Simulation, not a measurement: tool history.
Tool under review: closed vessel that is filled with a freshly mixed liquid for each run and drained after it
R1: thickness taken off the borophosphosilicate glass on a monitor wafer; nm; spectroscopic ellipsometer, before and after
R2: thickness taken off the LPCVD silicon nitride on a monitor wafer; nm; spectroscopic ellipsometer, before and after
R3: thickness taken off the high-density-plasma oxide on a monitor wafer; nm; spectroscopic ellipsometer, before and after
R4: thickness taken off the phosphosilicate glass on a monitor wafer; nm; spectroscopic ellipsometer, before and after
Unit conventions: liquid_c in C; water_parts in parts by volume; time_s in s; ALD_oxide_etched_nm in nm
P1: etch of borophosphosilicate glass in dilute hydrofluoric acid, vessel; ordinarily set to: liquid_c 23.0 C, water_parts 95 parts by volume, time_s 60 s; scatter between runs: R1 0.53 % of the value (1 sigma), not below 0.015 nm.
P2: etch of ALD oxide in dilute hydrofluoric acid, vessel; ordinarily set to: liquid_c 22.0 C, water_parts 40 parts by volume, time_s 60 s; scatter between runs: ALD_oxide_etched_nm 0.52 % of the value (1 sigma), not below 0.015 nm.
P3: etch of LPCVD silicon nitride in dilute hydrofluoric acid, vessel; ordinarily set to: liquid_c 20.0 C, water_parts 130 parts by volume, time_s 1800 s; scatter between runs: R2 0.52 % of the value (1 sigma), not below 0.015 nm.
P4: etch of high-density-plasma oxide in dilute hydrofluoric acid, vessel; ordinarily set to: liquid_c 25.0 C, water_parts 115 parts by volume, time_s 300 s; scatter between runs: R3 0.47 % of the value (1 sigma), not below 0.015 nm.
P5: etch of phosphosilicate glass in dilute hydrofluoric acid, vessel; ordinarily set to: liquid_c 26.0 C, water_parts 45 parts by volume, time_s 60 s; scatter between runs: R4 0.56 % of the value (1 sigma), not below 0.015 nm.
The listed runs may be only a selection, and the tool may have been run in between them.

{"run": 1, "hour": 8.1, "process": "P1", "liquid_c": 23.0, "water_parts": 95, "time_s": 60, "R1": 31.114}
{"run": 2, "hour": 15.4, "process": "P3", "liquid_c": 20.0, "water_parts": 130, "time_s": 265, "R2": 0.74549}
{"run": 3, "hour": 22.7, "process": "P4", "liquid_c": 25.0, "water_parts": 35, "time_s": 300, "R3": 47.881}
{"run": 4, "hour": 29.3, "process": "P1", "liquid_c": 29.0, "water_parts": 95, "time_s": 60, "R1": 39.492}
{"run": 5, "hour": 38.1, "process": "P1", "liquid_c": 23.0, "water_parts": 45, "time_s": 30, "R1": 35.074}
{"run": 6, "hour": 45.3, "process": "P1", "liquid_c": 23.0, "water_parts": 95, "time_s": 60, "R1": 30.908}
{"run": 7, "hour": 51.5, "process": "P1", "liquid_c": 23.0, "water_parts": 95, "time_s": 60, "R1": 31.287}
{"run": 8, "hour": 61.8, "process": "P3", "liquid_c": 17.0, "water_parts": 130, "time_s": 1800, "R2": 4.0522}
{"run": 9, "hour": 71.8, "process": "P5", "liquid_c": 19.5, "water_parts": 45, "time_s": 60, "R4": 228.48}
{"run": 10, "hour": 78.4, "process": "P4", "liquid_c": 25.0, "water_parts": 115, "time_s": 300, "R3": 13.154}
{"run": 11, "hour": 86.9, "process": "P1", "liquid_c": 23.0, "water_parts": 130, "time_s": 60, "R1": 21.935}
{"run": 12, "hour": 95.0, "process": "P2", "liquid_c": 22.0, "water_parts": 40, "time_s": 30, "ALD_oxide_etched_nm": 7.1165}
{"run": 13, "hour": 100.6, "process": "P1", "liquid_c": 23.0, "water_parts": 95, "time_s": 115, "R1": 59.647}
{"run": 14, "hour": 112.3, "process": "P2", "liquid_c": 22.0, "water_parts": 40, "time_s": 60, "ALD_oxide_etched_nm": 14.163}
{"run": 15, "hour": 123.8, "process": "P4", "liquid_c": 20.5, "water_parts": 115, "time_s": 300, "R3": 10.988}
{"run": 16, "hour": 130.9, "process": "P1", "liquid_c": 17.0, "water_parts": 95, "time_s": 30, "R1": 12.15}
{"run": 17, "hour": 142.0, "process": "P1", "liquid_c": 23.0, "water_parts": 95, "time_s": 30, "R1": 15.629}
{"run": 18, "hour": 152.0, "process": "P5", "liquid_c": 26.0, "water_parts": 45, "time_s": 60, "R4": 302.48}
{"run": 19, "hour": 160.7, "process": "P2", "liquid_c": 22.0, "water_parts": 20, "time_s": 60, "ALD_oxide_etched_nm": 29.164}
{"run": 20, "hour": 172.2, "process": "P4", "liquid_c": 25.0, "water_parts": 115, "time_s": 300, "R3": 13.09}
{"run": 21, "hour": 184.4, "process": "P4", "liquid_c": 25.0, "water_parts": 115, "time_s": 105, "R3": 4.632}
{"run": 22, "hour": 196.3, "process": "P1", "liquid_c": 23.0, "water_parts": 95, "time_s": 60, "R1": 31.045}
{"run": 23, "hour": 208.3, "process": "P5", "liquid_c": 26.0, "water_parts": 45, "time_s": 30, "R4": 152.72}
{"run": 24, "hour": 216.8, "process": "P1", "liquid_c": 17.5, "water_parts": 95, "time_s": 60, "R1": 24.791}
{"run": 25, "hour": 226.4, "process": "P1", "liquid_c": 26.5, "water_parts": 60, "time_s": 60, "R1": 59.517}
{"run": 26, "hour": 235.9, "process": "P1", "liquid_c": 23.0, "water_parts": 95, "time_s": 60, "R1": 31.075}
{"run": 27, "hour": 242.3, "process": "P1", "liquid_c": 23.0, "water_parts": 95, "time_s": 60, "R1": 31.09}
{"run": 28, "hour": 253.3, "process": "P5", "liquid_c": 26.0, "water_parts": 25, "time_s": 60, "R4": 561.36}

Run 29, settings as shown, results not yet in. Your forecast:
{"hour": 262.5, "done": "hydrofluoric acid flow meter replaced"}
{"run": 29, "hour": 263.2, "process": "P1", "liquid_c": 23.0, "water_parts": 40, "time_s": 60, "R1": "?"}

{"run 29": {"R1": 79.585}}

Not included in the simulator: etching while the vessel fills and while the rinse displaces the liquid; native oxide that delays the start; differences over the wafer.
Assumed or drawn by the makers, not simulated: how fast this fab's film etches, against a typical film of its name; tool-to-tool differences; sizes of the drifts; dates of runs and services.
